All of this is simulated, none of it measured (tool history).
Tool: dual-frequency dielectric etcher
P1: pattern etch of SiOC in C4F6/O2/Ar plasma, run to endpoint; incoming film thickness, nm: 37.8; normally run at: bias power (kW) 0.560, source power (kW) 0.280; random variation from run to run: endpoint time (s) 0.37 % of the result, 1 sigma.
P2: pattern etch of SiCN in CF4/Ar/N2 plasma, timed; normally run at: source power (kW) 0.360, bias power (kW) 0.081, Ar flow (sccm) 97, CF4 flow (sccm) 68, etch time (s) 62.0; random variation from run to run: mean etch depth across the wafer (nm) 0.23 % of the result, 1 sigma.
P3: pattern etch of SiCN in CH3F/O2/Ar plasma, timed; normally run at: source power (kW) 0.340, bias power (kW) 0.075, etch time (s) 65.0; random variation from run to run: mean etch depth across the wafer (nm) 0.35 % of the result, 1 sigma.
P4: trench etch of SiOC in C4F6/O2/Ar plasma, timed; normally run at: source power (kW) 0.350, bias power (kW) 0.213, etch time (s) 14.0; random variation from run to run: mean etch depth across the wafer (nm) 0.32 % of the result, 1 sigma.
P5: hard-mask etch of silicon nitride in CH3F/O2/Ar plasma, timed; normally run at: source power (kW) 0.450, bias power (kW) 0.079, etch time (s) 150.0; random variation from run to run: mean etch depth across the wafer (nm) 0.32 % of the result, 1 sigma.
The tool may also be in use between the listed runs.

| run | hour | process that ran | bias power (kW) | source power (kW) | etch time (s) | Ar flow (sccm) | CF4 flow (sccm) | hours since the last wet clean | hours since the last bias power generator calibration | hours since the last source power generator calibration | endpoint time (s) | mean etch depth across the wafer (nm) |
|---|---|---|---|---|---|---|---|---|---|---|---|---|
| 1 | 7.8 | P1 | 0.560 | 0.280 |  |  |  | 307.8 | 1395.0 | 1400.7 | 14.192 |  |
| 2 | 14.0 | P4 | 0.213 | 0.350 | 10.0 |  |  | 314.0 | 1401.2 | 1406.9 |  | 20.457 |
| 3 | 21.0 | P4 | 0.213 | 0.350 | 14.0 |  |  | 321.0 | 1408.2 | 1413.9 |  | 28.621 |
| 4 | 29.7 | P2 | 0.081 | 0.360 | 62.0 | 97 | 68 | 329.7 | 1416.9 | 1422.6 |  | 46.569 |
| 5 | 42.3 | P1 | 0.560 | 0.280 |  |  |  | 342.3 | 1429.5 | 1435.2 | 14.229 |  |
| 6 | 49.0 | P2 | 0.081 | 0.360 | 62.0 | 97 | 89 | 349.0 | 1436.2 | 1441.9 |  | 48.288 |
| 7 | 61.6 | P2 | 0.081 | 0.280 | 62.0 | 97 | 68 | 361.6 | 1448.8 | 1454.5 |  | 37.350 |
| 8 | 69.3 | P5 | 0.097 | 0.450 | 150.0 |  |  | 369.3 | 1456.5 | 1462.2 |  | 120.070 |
| 9 | 76.6 | P4 | 0.213 | 0.230 | 14.0 |  |  | 376.6 | 1463.8 | 1469.5 |  | 24.330 |
| 10 | 85.0 | P1 | 0.560 | 0.170 |  |  |  | 385.0 | 1472.2 | 1477.9 | 16.984 |  |
| 11 | 93.5 | P1 | 0.698 | 0.190 |  |  |  | 393.5 | 1480.7 | 1486.4 | 15.015 |  |
|  | 102.5 | source power generator calibrated |
| 12 | 104.9 | P3 | 0.075 | 0.210 | 65.0 |  |  | 404.9 | 1492.1 | 2.5 |  | 19.516 |
| 13 | 113.7 | P1 | 0.375 | 0.280 |  |  |  | 413.7 | 1500.9 | 11.3 | 16.511 |  |
| 14 | 120.7 | P2 | 0.081 | 0.360 | 35.5 | 97 | 68 | 420.7 | 1507.9 | 18.3 |  | 26.533 |
| 15 | 128.7 | P1 | 0.560 | 0.280 |  |  |  | 428.7 | 1515.9 | 26.3 | 14.195 |  |
| 16 | 135.8 | P1 | 0.560 | 0.280 |  |  |  | 435.8 | 1523.0 | 33.4 | 14.129 |  |
| 17 | 147.2 | P2 | 0.081 | 0.360 | 62.0 | 128 | 68 | 447.2 | 1534.4 | 44.8 |  | 44.728 |
| 18 | 158.4 | P3 | 0.075 | 0.340 | 82.0 |  |  | 458.4 | 1545.6 | 56.0 |  | 29.491 |
| 19 | 164.5 | P5 | 0.079 | 0.300 | 150.0 |  |  | 464.5 | 1551.7 | 62.1 |  | 96.203 |
| 20 | 177.4 | P3 | 0.101 | 0.340 | 65.0 |  |  | 477.4 | 1564.6 | 75.0 |  | 26.027 |
| 21 | 185.5 | P4 | 0.213 | 0.350 | 14.0 |  |  | 485.5 | 1572.7 | 83.1 |  | 28.571 |
| 22 | 192.0 | P5 | 0.079 | 0.450 | 185.5 |  |  | 492.0 | 1579.2 | 89.6 |  | 138.480 |
| 23 | 204.2 | P5 | 0.079 | 0.450 | 150.0 |  |  | 504.2 | 1591.4 | 101.8 |  | 112.310 |
| 24 | 216.4 | P1 | 0.560 | 0.370 |  |  |  | 516.4 | 1603.6 | 114.0 | 12.788 |  |
| 25 | 226.5 | P1 | 0.560 | 0.280 |  |  |  | 526.5 | 1613.7 | 124.1 | 14.093 |  |
| 26 | 233.3 | P2 | 0.081 | 0.360 | 62.0 | 97 | 68 | 533.3 | 1620.5 | 130.9 |  | 46.383 |
| 27 | 241.6 | P2 | 0.106 | 0.360 | 62.0 | 97 | 68 | 541.6 | 1628.8 | 139.2 |  | 51.505 |
| 28 | 252.2 | P4 | 0.268 | 0.350 | 14.0 |  |  | 552.2 | 1639.4 | 149.8 |  | 30.882 |
| 29 | 258.0 | P3 | 0.075 | 0.340 | 65.0 |  |  | 558.0 | 1645.2 | 155.6 |  | 23.302 |
| 30 | 266.3 | P1 | 0.560 | 0.280 |  |  |  | 566.3 | 1653.5 | 163.9 | 14.167 |  |
| 31 | 277.0 | P1 | 0.736 | 0.280 |  |  |  | 577.0 | 1664.2 | 174.6 | 12.747 |  |
| 32 | 284.2 | P1 | 0.560 | 0.280 |  |  |  | 584.2 | 1671.4 | 181.8 | 14.108 |  |
| 33 | 293.1 | P3 | 0.075 | 0.340 | 65.0 |  |  | 593.1 | 1680.3 | 190.7 |  | 23.190 |
| 34 | 298.8 | P1 | 0.560 | 0.280 |  |  |  | 598.8 | 1686.0 | 196.4 | 14.141 |  |
| 35 | 306.4 | P1 | 0.560 | 0.280 |  |  |  | 606.4 | 1693.6 | 204.0 | 14.283 |  |
| 36 | 312.0 | P1 | 0.560 | 0.280 |  |  |  | 612.0 | 1699.2 | 209.6 | 14.335 |  |
| 37 | 320.1 | P1 | 0.560 | 0.280 |  |  |  | 620.1 | 1707.3 | 217.7 | 14.425 |  |
| 38 | 330.0 | P1 | 0.560 | 0.280 |  |  |  | 630.0 | 1717.2 | 227.6 | 14.374 |  |
| 39 | 340.2 | P1 | 0.560 | 0.280 |  |  |  | 640.2 | 1727.4 | 237.8 | 14.418 |  |
|  | 344.4 | wet clean of the chamber |
| 40 | 349.8 | P1 | 0.560 | 0.280 |  |  |  | 5.4 | 1737.0 | 247.4 | 14.397 |  |
| 41 | 356.0 | P1 | 0.560 | 0.280 |  |  |  | 11.6 | 1743.2 | 253.6 | 14.454 |  |
| 42 | 366.1 | P1 | 0.560 | 0.280 |  |  |  | 21.7 | 1753.3 | 263.7 | 14.460 |  |

What P1 gives has crept away from where it was. These 2 causes fit the log equally well, each at the size given:
A: source power that arrives under what is set, % = 4.9
B: bias power that arrives under what is set, % = 4.66
The creep began at about hour 298.8.
Why every other cause is out:
chamber walls in a state that lowers the etch rate, %: serviced at hour 344.4, which brought nothing back

4 check runs are offered, one wafer each, their results left as question marks. Which one tells the causes apart?
| check 1 | 376.2 | P2 | 0.081 | 0.360 | 62.0 | 97 | 68 |  |  |  |  | ? |
| check 2 | 376.2 | P4 | 0.213 | 0.350 | 14.0 |  |  |  |  |  |  | ? |
| check 3 | 376.2 | P3 | 0.075 | 0.340 | 65.0 |  |  |  |  |  |  | ? |
| check 4 | 376.2 | P5 | 0.079 | 0.450 | 150.0 |  |  |  |  |  |  | ? |

What each check would give under each cause:
| check | result | if A | if B |
|---|---|---|---|
| check 1 | mean etch depth across the wafer (nm) | 44.513 | 45.721 |
| check 2 | mean etch depth across the wafer (nm) | 28.045 | 28.146 |
| check 3 | mean etch depth across the wafer (nm) | 22.843 | 22.881 |
| check 4 | mean etch depth across the wafer (nm) | 109.590 | 109.860 |
How far apart the two closest causes lie, in the result that separates them most: check 1 2.68 %; check 2 0.36 %; check 3 0.16 %; check 4 0.25 %
Only check 1 tells the causes apart: in the others they would give nearly the same result.

Check 1 was then run and gave: mean etch depth across the wafer (nm) 45.765. Which cause is it?

It is B: bias power that arrives under what is set, %.
